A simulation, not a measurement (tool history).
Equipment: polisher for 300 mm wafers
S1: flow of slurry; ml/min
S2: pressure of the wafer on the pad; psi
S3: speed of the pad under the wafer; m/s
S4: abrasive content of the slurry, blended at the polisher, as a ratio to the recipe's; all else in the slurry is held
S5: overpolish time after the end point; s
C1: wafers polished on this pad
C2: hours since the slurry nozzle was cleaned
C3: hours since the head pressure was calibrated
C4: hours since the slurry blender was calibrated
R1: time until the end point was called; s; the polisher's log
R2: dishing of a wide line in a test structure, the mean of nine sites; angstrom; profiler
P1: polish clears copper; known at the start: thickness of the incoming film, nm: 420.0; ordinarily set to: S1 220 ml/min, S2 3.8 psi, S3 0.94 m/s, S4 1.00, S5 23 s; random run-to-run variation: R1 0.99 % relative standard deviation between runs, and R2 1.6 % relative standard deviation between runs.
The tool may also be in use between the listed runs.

run	hour	S1	S2	S3	S4	S5	C1	C2	C3	C4	R1	R2
1	7.4	220	3.8	0.94	1.00	23	399	172.1	148.4	212.2	130.810	486.28
2	22.2	220	3.8	0.94	1.00	23	482	186.9	163.2	227.0	134.360	500.09
3	29.2	220	3.8	0.94	1.00	23	521	193.9	170.2	234.0	134.140	495.41
# hour 34.1: head pressure recalibrated
4	37.8	130	3.8	0.94	1.00	23	569	202.5	3.8	242.6	149.240	458.45
5	50.3	220	5.1	0.94	1.00	23	638	215.0	16.3	255.1	99.799	625.24
6	60.0	220	3.8	1.48	1.00	23	693	224.7	26.0	264.8	85.226	731.70
7	71.5	220	3.8	0.94	1.00	47	757	236.2	37.5	276.3	135.640	903.12
8	78.6	220	5.8	0.94	1.20	23	796	243.3	44.6	283.4	85.939	748.20
9	90.5	220	3.8	0.42	1.00	23	862	255.2	56.5	295.3	303.310	232.00
10	103.7	220	4.7	0.94	0.65	23	936	268.4	69.7	308.5	119.550	554.12
# hour 110.7: slurry blender recalibrated
11	119.3	220	2.6	0.94	1.00	23	1023	284.0	85.3	8.6	194.660	338.75
12	134.6	220	3.8	0.94	1.00	7	1108	299.3	100.6	23.9	135.790	167.28
13	143.1	220	3.8	0.94	0.70	23	1156	307.8	109.1	32.4	142.710	467.78
14	150.2	290	3.8	0.94	1.00	23	1195	314.9	116.2	39.5	129.840	505.30
15	161.3	220	3.8	0.94	1.00	23	1257	326.0	127.3	50.6	134.370	491.74
16	172.0	220	3.8	0.94	1.00	23	1317	336.7	138.0	61.3	135.240	492.93
17	180.8	220	3.8	0.94	1.00	23	1366	345.5	146.8	70.1	133.930	483.90
18	195.9	220	3.8	0.94	1.30	23	1450	360.6	161.9	85.2	129.720	514.72
19	204.4	220	3.8	0.94	1.00	23	1497	369.1	170.4	93.7	135.950	492.24
20	220.2	220	3.8	0.94	1.00	23	1585	384.9	186.2	109.5	136.480	504.35
21	234.4	220	3.8	0.94	1.00	23	1664	399.1	200.4	123.7	140.640	484.37
22	247.2	220	3.8	0.94	1.00	23	1736	411.9	213.2	136.5	138.940	472.26
23	259.6	220	3.8	0.94	1.00	23	1805	424.3	225.6	148.9	142.010	478.81
24	268.7	220	3.8	0.94	1.00	23	1855	433.4	234.7	158.0	143.450	468.26
# hour 272.2: worn pad replaced by a new one
25	279.4	220	3.8	0.94	1.00	23	40	444.1	245.4	168.7	141.230	454.93
# hour 280.3: head pressure recalibrated
26	292.6	220	3.8	0.94	1.00	23	114	457.3	12.3	181.9	142.760	462.54
27	308.1	220	3.8	0.94	1.00	23	200	472.8	27.8	197.4	144.420	461.88
28	317.6	220	3.8	0.94	1.00	23	253	482.3	37.3	206.9	144.120	469.54
29	331.8	220	3.8	0.94	1.00	23	332	496.5	51.5	221.1	142.940	460.72
30	339.7	220	3.8	0.94	1.00	23	376	504.4	59.4	229.0	143.380	461.26

The log shows P1 creeping away from where it was. Any of the 2 causes listed here, at the size stated for it, fits the log just as well as the others:
A: abrasive missing from the slurry, % = 28
B: slurry flow missing at the pad, % = 36.7
Onset of the creep was near hour 204.4.
Every other cause this tool's parts could produce, and why it does not fit the log:
removal rate lost through wear of the pad, %: its service at hour 272.2 followed the start of the drift and did not put the process back to its old value
head's pressure below its setpoint, %: its service at hour 280.3 followed the start of the drift and did not put the process back to its old value

Below are 4 check runs, each averaged over 5 wafers, with their results shown as question marks. Which of them would give clearly different results depending on which cause is behind the drift?
check 1	347.6	145	3.8	0.94	1.00	7					?	?
check 2	347.6	220	3.8	0.94	1.00	41					?	?
check 3	347.6	220	3.8	0.94	1.00	34					?	?
check 4	347.6	220	4.9	0.94	1.00	39					?	?

Predicted outcomes, by check and by cause:
check	result	if A	if B
check 1	R1	153.250	158.230
check 1	R2	145.66	141.24
check 2	R1	144.090	144.090
check 2	R2	755.58	755.59
check 3	R1	144.090	144.090
check 3	R2	649.71	649.72
check 4	R1	111.740	111.740
check 4	R2	905.34	905.35
How far apart the two closest causes lie, in the result that separates them most: check 1 3.2 %; check 2 0 %; check 3 0 %; check 4 0 %
Of the check runs offered, only check 1 discriminates between the causes; the rest would read about the same regardless of which cause applies.

Running check 1 produced the following: R1 157.570 s; R2 142.04 angstrom. Which one of the listed causes fits?

The correct cause is B, namely: slurry flow missing at the pad, %.
